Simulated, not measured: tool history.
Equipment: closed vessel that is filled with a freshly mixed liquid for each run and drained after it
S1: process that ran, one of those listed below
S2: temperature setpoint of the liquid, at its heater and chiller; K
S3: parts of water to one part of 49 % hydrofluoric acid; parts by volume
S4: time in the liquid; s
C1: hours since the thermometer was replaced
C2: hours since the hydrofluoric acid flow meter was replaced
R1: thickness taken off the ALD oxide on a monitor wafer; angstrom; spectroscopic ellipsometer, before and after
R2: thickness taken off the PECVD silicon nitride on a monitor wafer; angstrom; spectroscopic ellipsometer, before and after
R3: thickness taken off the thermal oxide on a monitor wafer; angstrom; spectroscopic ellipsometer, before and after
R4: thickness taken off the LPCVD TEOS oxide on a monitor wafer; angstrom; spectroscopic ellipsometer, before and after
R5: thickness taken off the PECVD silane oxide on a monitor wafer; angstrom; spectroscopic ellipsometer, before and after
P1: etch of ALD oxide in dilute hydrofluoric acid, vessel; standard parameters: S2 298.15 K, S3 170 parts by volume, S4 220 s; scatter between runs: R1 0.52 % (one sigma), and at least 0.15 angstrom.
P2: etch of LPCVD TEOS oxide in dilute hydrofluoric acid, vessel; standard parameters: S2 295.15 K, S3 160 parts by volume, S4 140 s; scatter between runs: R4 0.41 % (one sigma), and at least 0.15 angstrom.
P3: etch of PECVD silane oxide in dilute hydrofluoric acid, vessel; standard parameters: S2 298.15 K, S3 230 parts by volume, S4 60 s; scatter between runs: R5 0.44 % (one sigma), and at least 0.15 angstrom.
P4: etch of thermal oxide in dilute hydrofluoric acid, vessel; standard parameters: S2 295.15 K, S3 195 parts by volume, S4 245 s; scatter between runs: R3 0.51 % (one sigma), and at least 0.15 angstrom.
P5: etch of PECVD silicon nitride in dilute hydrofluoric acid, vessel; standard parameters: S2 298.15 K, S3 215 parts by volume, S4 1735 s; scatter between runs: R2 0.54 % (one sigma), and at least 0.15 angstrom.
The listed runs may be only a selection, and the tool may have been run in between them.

run,hour,S1,S2,S3,S4,C1,C2,R1,R2,R3,R4,R5
1,9.5,P1,298.15,170,220,299.7,1328.2,409.03,,,,
2,19.8,P5,298.15,215,845,310,1338.5,,72.818,,,
3,27.7,P4,290.15,195,245,317.9,1346.4,,,40.87,,
4,37.6,P2,295.15,160,140,327.8,1356.3,,,,435.9,
5,48.1,P1,305.15,170,220,338.3,1366.8,523.84,,,,
6,55.1,P5,298.15,50,1735,345.3,1373.8,,639.38,,,
7,62.8,P1,298.15,170,405,353,1381.5,759.6,,,,
8,72,P3,298.15,230,60,362.2,1390.7,,,,,119.41
9,80.5,P2,295.15,70,140,370.7,1399.2,,,,1100.2,
10,88.1,P1,298.15,170,220,378.3,1406.8,407.12,,,,
11,94.7,P1,298.15,55,115,384.9,1413.4,756.46,,,,
12,104.8,P1,298.15,170,220,395,1423.5,406.44,,,,
13,109.5,P5,294.15,215,1735,399.7,1428.2,,116.74,,,
14,114,P1,298.15,170,220,404.2,1432.7,407.01,,,,
15,120.2,P4,295.15,195,245,410.4,1438.9,,,49.033,,
16,126.6,P4,295.15,195,30,416.8,1445.3,,,6.2641,,
17,132.7,P2,301.65,160,140,422.9,1451.4,,,,550.75,
18,140.9,P1,293.15,170,220,431.1,1459.6,334.88,,,,
19,151.2,P3,298.15,370,60,441.4,1469.9,,,,,64.469
20,157.4,P1,298.15,170,220,447.6,1476.1,405.29,,,,
21,161.9,P3,298.15,230,105,452.1,1480.6,,,,,206.69
22,170.5,P1,298.15,170,220,460.7,1489.2,406.07,,,,
23,175.3,P4,295.15,275,245,465.5,1494,,,31.937,,
24,181.6,P1,298.15,170,220,471.8,1500.3,406.34,,,,
25,191.2,P3,298.15,230,60,481.4,1509.9,,,,,118.42
26,200.2,P1,298.15,270,220,490.4,1518.9,230.53,,,,
27,209.7,P3,294.15,230,60,499.9,1528.4,,,,,102.52
28,216.8,P5,298.15,215,1735,507,1535.5,,147.89,,,
29,225.5,P1,298.15,95,220,515.7,1544.2,793.61,,,,
30,231.6,P1,293.65,170,45,521.8,1550.3,70.301,,,,
31,238.1,P2,295.15,160,30,528.3,1556.8,,,,92.246,
32,248.3,P1,298.15,170,80,538.5,1567,149.14,,,,
33,256.1,P2,295.15,160,140,546.3,1574.8,,,,432.23,
34,266.1,P1,298.15,170,220,556.3,1584.8,406.32,,,,
35,272.9,P1,298.15,170,220,563.1,1591.6,393.72,,,,
36,279.8,P1,298.15,170,220,570,1598.5,387.25,,,,
37,286.8,P1,298.15,170,220,577,1605.5,384.34,,,,
38,294.6,P1,298.15,170,220,584.8,1613.3,381.86,,,,
39,299.5,P1,298.15,170,220,589.7,1618.2,383.74,,,,
40,305.3,P1,298.15,170,220,595.5,1624,376.84,,,,
41,315.6,P1,298.15,170,220,605.8,1634.3,374.4,,,,
42,321.4,P1,298.15,170,220,611.6,1640.1,374.39,,,,
43,331.3,P1,298.15,170,220,621.5,1650,375.89,,,,
44,341.6,P1,298.15,170,220,631.8,1660.3,372.34,,,,
45,348.6,P1,298.15,170,220,638.8,1667.3,373.15,,,,

What P1 gives has crept away from where it was. These 2 causes fit the log equally well, each at the size given:
A: hydrofluoric acid flow below the setpoint (%) = 6.9
B: liquid colder than its thermometer reads (K) = 2.28
The process output started creeping at around hour 266.1.

Below are 4 check runs, each on a single wafer, with their results shown as question marks. Which of them would tell the listed causes apart, meaning the causes would give clearly different results under it?
check 1,355.6,P5,298.15,215,1735,,,,?,,,
check 2,355.6,P3,298.15,230,60,,,,,,,?
check 3,355.6,P4,295.15,195,245,,,,,?,,
check 4,355.6,P2,295.15,160,140,,,,,,?,

How each check would come out, cause by cause:
check,result,if A,if B
check 1,R2,139.38,129.64
check 2,R5,108.59,109.32
check 3,R3,45.448,45.394
check 4,R4,397.37,395.31
Minimum pairwise separation of causes per check, each pair taken at its best-separating result: check 1 7.24 %; check 2 0.67 %; check 3 0.12 %; check 4 0.52 %
Check 1 distinguishes between the causes, while the remaining checks would return nearly the same result for all of them.

With check 1 done, the readings were: R2 139.69 angstrom. Identify which of the listed causes applies.

The correct cause is A, namely: hydrofluoric acid flow below the setpoint (%).
